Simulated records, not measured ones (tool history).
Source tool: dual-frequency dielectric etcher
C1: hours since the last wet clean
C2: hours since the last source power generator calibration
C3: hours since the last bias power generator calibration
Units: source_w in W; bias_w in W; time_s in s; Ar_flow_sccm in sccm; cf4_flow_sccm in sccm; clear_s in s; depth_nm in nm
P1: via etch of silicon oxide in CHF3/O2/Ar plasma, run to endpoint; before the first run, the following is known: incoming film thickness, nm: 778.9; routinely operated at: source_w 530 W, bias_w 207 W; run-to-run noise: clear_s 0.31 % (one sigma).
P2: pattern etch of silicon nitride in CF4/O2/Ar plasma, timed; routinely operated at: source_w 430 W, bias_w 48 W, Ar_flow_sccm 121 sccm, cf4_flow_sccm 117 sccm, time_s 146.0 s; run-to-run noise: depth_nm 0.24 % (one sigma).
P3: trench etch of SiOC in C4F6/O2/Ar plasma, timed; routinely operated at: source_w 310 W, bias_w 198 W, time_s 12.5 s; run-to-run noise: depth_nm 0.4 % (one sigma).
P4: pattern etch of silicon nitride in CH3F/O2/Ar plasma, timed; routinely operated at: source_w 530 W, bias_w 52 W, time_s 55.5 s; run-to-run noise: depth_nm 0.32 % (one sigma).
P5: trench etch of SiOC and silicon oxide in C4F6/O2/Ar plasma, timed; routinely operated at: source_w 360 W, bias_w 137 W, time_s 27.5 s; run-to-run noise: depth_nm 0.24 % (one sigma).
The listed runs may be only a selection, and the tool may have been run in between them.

{"run": 1, "hour": 10.2, "process": "P1", "source_w": 530, "bias_w": 207, "C1": 58.2, "C2": 2297.3, "C3": 1679.5, "clear_s": 389.95}
{"run": 2, "hour": 20.7, "process": "P1", "source_w": 650, "bias_w": 207, "C1": 68.7, "C2": 2307.8, "C3": 1690.0, "clear_s": 359.65}
{"run": 3, "hour": 27.9, "process": "P3", "source_w": 310, "bias_w": 198, "time_s": 12.5, "C1": 75.9, "C2": 2315.0, "C3": 1697.2, "depth_nm": 24.661}
{"run": 4, "hour": 36.1, "process": "P1", "source_w": 530, "bias_w": 293, "C1": 84.1, "C2": 2323.2, "C3": 1705.4, "clear_s": 343.52}
{"run": 5, "hour": 45.1, "process": "P2", "source_w": 430, "bias_w": 48, "time_s": 111.0, "Ar_flow_sccm": 121, "cf4_flow_sccm": 117, "C1": 93.1, "C2": 2332.2, "C3": 1714.4, "depth_nm": 181.41}
{"run": 6, "hour": 54.3, "process": "P1", "source_w": 530, "bias_w": 207, "C1": 102.3, "C2": 2341.4, "C3": 1723.6, "clear_s": 388.03}
{"run": 7, "hour": 65.0, "process": "P1", "source_w": 330, "bias_w": 207, "C1": 113.0, "C2": 2352.1, "C3": 1734.3, "clear_s": 466.39}
{"run": 8, "hour": 73.4, "process": "P4", "source_w": 530, "bias_w": 52, "time_s": 55.5, "C1": 121.4, "C2": 2360.5, "C3": 1742.7, "depth_nm": 38.457}
{"run": 9, "hour": 83.4, "process": "P2", "source_w": 430, "bias_w": 28, "time_s": 146.0, "Ar_flow_sccm": 121, "cf4_flow_sccm": 117, "C1": 131.4, "C2": 2370.5, "C3": 1752.7, "depth_nm": 196.91}
{"run": 10, "hour": 93.4, "process": "P5", "source_w": 360, "bias_w": 137, "time_s": 27.5, "C1": 141.4, "C2": 2380.5, "C3": 1762.7, "depth_nm": 48.628}
{"run": 11, "hour": 99.0, "process": "P1", "source_w": 530, "bias_w": 207, "C1": 147.0, "C2": 2386.1, "C3": 1768.3, "clear_s": 391.99}
{"run": 12, "hour": 108.0, "process": "P1", "source_w": 530, "bias_w": 207, "C1": 156.0, "C2": 2395.1, "C3": 1777.3, "clear_s": 389.56}
{"hour": 108.3, "done": "bias power generator calibrated"}
{"run": 13, "hour": 118.3, "process": "P5", "source_w": 360, "bias_w": 137, "time_s": 36.0, "C1": 166.3, "C2": 2405.4, "C3": 10.1, "depth_nm": 63.846}
{"run": 14, "hour": 126.2, "process": "P5", "source_w": 360, "bias_w": 97, "time_s": 27.5, "C1": 174.2, "C2": 2413.3, "C3": 18.0, "depth_nm": 43.963}
{"run": 15, "hour": 137.0, "process": "P2", "source_w": 430, "bias_w": 48, "time_s": 146.0, "Ar_flow_sccm": 121, "cf4_flow_sccm": 139, "C1": 185.0, "C2": 2424.1, "C3": 28.8, "depth_nm": 242.2}
{"run": 16, "hour": 145.3, "process": "P1", "source_w": 390, "bias_w": 160, "C1": 193.3, "C2": 2432.4, "C3": 37.1, "clear_s": 478.03}
{"run": 17, "hour": 150.7, "process": "P2", "source_w": 550, "bias_w": 48, "time_s": 146.0, "Ar_flow_sccm": 121, "cf4_flow_sccm": 117, "C1": 198.7, "C2": 2437.8, "C3": 42.5, "depth_nm": 295.18}
{"run": 18, "hour": 157.2, "process": "P5", "source_w": 220, "bias_w": 137, "time_s": 27.5, "C1": 205.2, "C2": 2444.3, "C3": 49.0, "depth_nm": 40.031}
{"run": 19, "hour": 165.2, "process": "P2", "source_w": 430, "bias_w": 48, "time_s": 146.0, "Ar_flow_sccm": 121, "cf4_flow_sccm": 117, "C1": 213.2, "C2": 2452.3, "C3": 57.0, "depth_nm": 238.29}
{"run": 20, "hour": 177.0, "process": "P4", "source_w": 680, "bias_w": 52, "time_s": 55.5, "C1": 225.0, "C2": 2464.1, "C3": 68.8, "depth_nm": 42.454}
{"run": 21, "hour": 188.5, "process": "P2", "source_w": 430, "bias_w": 48, "time_s": 146.0, "Ar_flow_sccm": 145, "cf4_flow_sccm": 117, "C1": 236.5, "C2": 2475.6, "C3": 80.3, "depth_nm": 231.82}
{"run": 22, "hour": 197.6, "process": "P1", "source_w": 530, "bias_w": 169, "C1": 245.6, "C2": 2484.7, "C3": 89.4, "clear_s": 415.2}
{"run": 23, "hour": 207.0, "process": "P2", "source_w": 430, "bias_w": 48, "time_s": 146.0, "Ar_flow_sccm": 121, "cf4_flow_sccm": 117, "C1": 255.0, "C2": 2494.1, "C3": 98.8, "depth_nm": 238.85}
{"run": 24, "hour": 217.0, "process": "P3", "source_w": 310, "bias_w": 198, "time_s": 12.5, "C1": 265.0, "C2": 2504.1, "C3": 108.8, "depth_nm": 24.676}
{"run": 25, "hour": 227.6, "process": "P1", "source_w": 530, "bias_w": 207, "C1": 275.6, "C2": 2514.7, "C3": 119.4, "clear_s": 389.61}
{"run": 26, "hour": 238.3, "process": "P3", "source_w": 310, "bias_w": 147, "time_s": 12.5, "C1": 286.3, "C2": 2525.4, "C3": 130.1, "depth_nm": 22.16}
{"run": 27, "hour": 248.8, "process": "P4", "source_w": 530, "bias_w": 52, "time_s": 40.5, "C1": 296.8, "C2": 2535.9, "C3": 140.6, "depth_nm": 27.962}
{"run": 28, "hour": 259.0, "process": "P1", "source_w": 530, "bias_w": 207, "C1": 307.0, "C2": 2546.1, "C3": 150.8, "clear_s": 390.71}
{"run": 29, "hour": 269.1, "process": "P3", "source_w": 310, "bias_w": 198, "time_s": 19.0, "C1": 317.1, "C2": 2556.2, "C3": 160.9, "depth_nm": 37.571}
{"run": 30, "hour": 276.2, "process": "P4", "source_w": 530, "bias_w": 40, "time_s": 55.5, "C1": 324.2, "C2": 2563.3, "C3": 168.0, "depth_nm": 35.42}
{"run": 31, "hour": 282.8, "process": "P5", "source_w": 360, "bias_w": 137, "time_s": 27.5, "C1": 330.8, "C2": 2569.9, "C3": 174.6, "depth_nm": 48.439}
{"run": 32, "hour": 288.8, "process": "P4", "source_w": 530, "bias_w": 52, "time_s": 55.5, "C1": 336.8, "C2": 2575.9, "C3": 180.6, "depth_nm": 38.38}
{"run": 33, "hour": 296.2, "process": "P3", "source_w": 420, "bias_w": 198, "time_s": 12.5, "C1": 344.2, "C2": 2583.3, "C3": 188.0, "depth_nm": 27.325}
{"run": 34, "hour": 303.9, "process": "P1", "source_w": 530, "bias_w": 207, "C1": 351.9, "C2": 2591.0, "C3": 195.7, "clear_s": 390.12}
{"run": 35, "hour": 316.2, "process": "P1", "source_w": 530, "bias_w": 207, "C1": 364.2, "C2": 2603.3, "C3": 208.0, "clear_s": 391.8}
{"run": 36, "hour": 326.0, "process": "P1", "source_w": 530, "bias_w": 207, "C1": 374.0, "C2": 2613.1, "C3": 217.8, "clear_s": 393.99}
{"run": 37, "hour": 338.2, "process": "P1", "source_w": 530, "bias_w": 207, "C1": 386.2, "C2": 2625.3, "C3": 230.0, "clear_s": 394.87}
{"hour": 338.4, "done": "wet clean of the chamber"}
{"run": 38, "hour": 349.2, "process": "P1", "source_w": 530, "bias_w": 207, "C1": 10.8, "C2": 2636.3, "C3": 241.0, "clear_s": 396.3}
{"run": 39, "hour": 356.5, "process": "P1", "source_w": 530, "bias_w": 207, "C1": 18.1, "C2": 2643.6, "C3": 248.3, "clear_s": 394.67}
{"run": 40, "hour": 368.0, "process": "P1", "source_w": 530, "bias_w": 207, "C1": 29.6, "C2": 2655.1, "C3": 259.8, "clear_s": 396.56}
{"run": 41, "hour": 378.1, "process": "P1", "source_w": 530, "bias_w": 207, "C1": 39.7, "C2": 2665.2, "C3": 269.9, "clear_s": 395.09}
{"run": 42, "hour": 389.8, "process": "P1", "source_w": 530, "bias_w": 207, "C1": 51.4, "C2": 2676.9, "C3": 281.6, "clear_s": 396.61}

The output of P1 has drifted from where it used to be. Each of the 2 causes below, taken at the size shown beside it, accounts for the log equally well:
A: source power that arrives under what is set, % = 4.04
B: bias power that arrives under what is set, % = 4.39
At approximately hour 303.9, the process output began to creep.
Each remaining cause and why it is not a fit:
chamber walls in a state that lowers the etch rate, %: serviced at hour 338.4, after the change had begun; the process did not return to its earlier output

The check runs listed below each take one wafer, and their results are still question marks. Under which run would the listed causes lead to clearly different results?
{"run": "check 1", "hour": 401.5, "process": "P3", "source_w": 310, "bias_w": 198, "time_s": 18.5, "depth_nm": "?"}
{"run": "check 2", "hour": 401.5, "process": "P4", "source_w": 620, "bias_w": 52, "time_s": 55.5, "depth_nm": "?"}
{"run": "check 3", "hour": 401.5, "process": "P5", "source_w": 360, "bias_w": 101, "time_s": 27.5, "depth_nm": "?"}
{"run": "check 4", "hour": 401.5, "process": "P2", "source_w": 430, "bias_w": 29, "time_s": 146.0, "Ar_flow_sccm": 145, "cf4_flow_sccm": 117, "depth_nm": "?"}

Check results expected under each cause:
check=check_1 result=depth_nm if_A=35.636 if_B=35.678
check=check_2 result=depth_nm if_A=40.063 if_B=40.170
check=check_3 result=depth_nm if_A=43.767 if_B=43.953
check=check_4 result=depth_nm if_A=186.800 if_B=190.760
Per check, the gap between the least separated pair of causes, taken in the result that splits them most: check 1 0.12 %; check 2 0.27 %; check 3 0.42 %; check 4 2.1 %
Check 4 tells the causes apart: in the others they would give nearly the same result.

Check 4 has now been run. It gave: depth_nm 186.270 nm. Which of the candidate causes is it?

A is the cause: source power that arrives under what is set, %.
